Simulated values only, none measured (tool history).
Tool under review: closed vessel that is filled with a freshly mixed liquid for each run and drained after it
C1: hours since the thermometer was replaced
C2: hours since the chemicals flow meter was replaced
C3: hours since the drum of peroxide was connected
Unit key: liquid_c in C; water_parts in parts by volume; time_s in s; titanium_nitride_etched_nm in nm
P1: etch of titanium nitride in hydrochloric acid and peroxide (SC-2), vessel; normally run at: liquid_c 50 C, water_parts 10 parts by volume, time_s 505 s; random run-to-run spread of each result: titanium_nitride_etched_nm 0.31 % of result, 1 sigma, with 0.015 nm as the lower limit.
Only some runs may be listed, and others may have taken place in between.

run 1 hour=2.5 | liquid_c=50 water_parts=10 time_s=505 | C1=111.4 C2=853.7 C3=517.6 | titanium_nitride_etched_nm=7.4059
run 2 hour=5 | liquid_c=63.5 water_parts=13.5 time_s=505 | C1=113.9 C2=856.2 C3=520.1 | titanium_nitride_etched_nm=13.619
run 3 hour=7.2 | liquid_c=50 water_parts=16.5 time_s=505 | C1=116.1 C2=858.4 C3=522.3 | titanium_nitride_etched_nm=4.8558
run 4 hour=9.2 | liquid_c=35 water_parts=10 time_s=505 | C1=118.1 C2=860.4 C3=524.3 | titanium_nitride_etched_nm=2.5813
run 5 hour=12 | liquid_c=50 water_parts=10 time_s=505 | C1=120.9 C2=863.2 C3=527.1 | titanium_nitride_etched_nm=7.403
run 6 hour=16.1 | liquid_c=37.5 water_parts=10 time_s=920 | C1=125 C2=867.3 C3=531.2 | titanium_nitride_etched_nm=5.6784
run 7 hour=20.4 | liquid_c=50 water_parts=10 time_s=505 | C1=129.3 C2=871.6 C3=535.5 | titanium_nitride_etched_nm=7.4408
run 8 hour=24.2 | liquid_c=50 water_parts=4 time_s=505 | C1=133.1 C2=875.4 C3=539.3 | titanium_nitride_etched_nm=14.807
run 9 hour=26.9 | liquid_c=59.5 water_parts=10 time_s=505 | C1=135.8 C2=878.1 C3=542 | titanium_nitride_etched_nm=13.733
run 10 hour=30.9 | liquid_c=64.5 water_parts=16.5 time_s=505 | C1=139.8 C2=882.1 C3=546 | titanium_nitride_etched_nm=12.127
run 11 hour=34.9 | liquid_c=50 water_parts=10 time_s=505 | C1=143.8 C2=886.1 C3=550 | titanium_nitride_etched_nm=7.4256
run 12 hour=38 | liquid_c=50 water_parts=10 time_s=30 | C1=146.9 C2=889.2 C3=553.1 | titanium_nitride_etched_nm=0.43058
run 13 hour=40 | liquid_c=50 water_parts=10 time_s=505 | C1=148.9 C2=891.2 C3=555.1 | titanium_nitride_etched_nm=7.4154
run 14 hour=43.9 | liquid_c=50 water_parts=10 time_s=1010 | C1=152.8 C2=895.1 C3=559 | titanium_nitride_etched_nm=14.818

What will run 15 give?
run 15 hour=46.5 | liquid_c=50 water_parts=10 time_s=505 | C1=155.4 C2=897.7 C3=561.6 | titanium_nitride_etched_nm=?

{"run 15": {"titanium_nitride_etched_nm": 7.4489}}
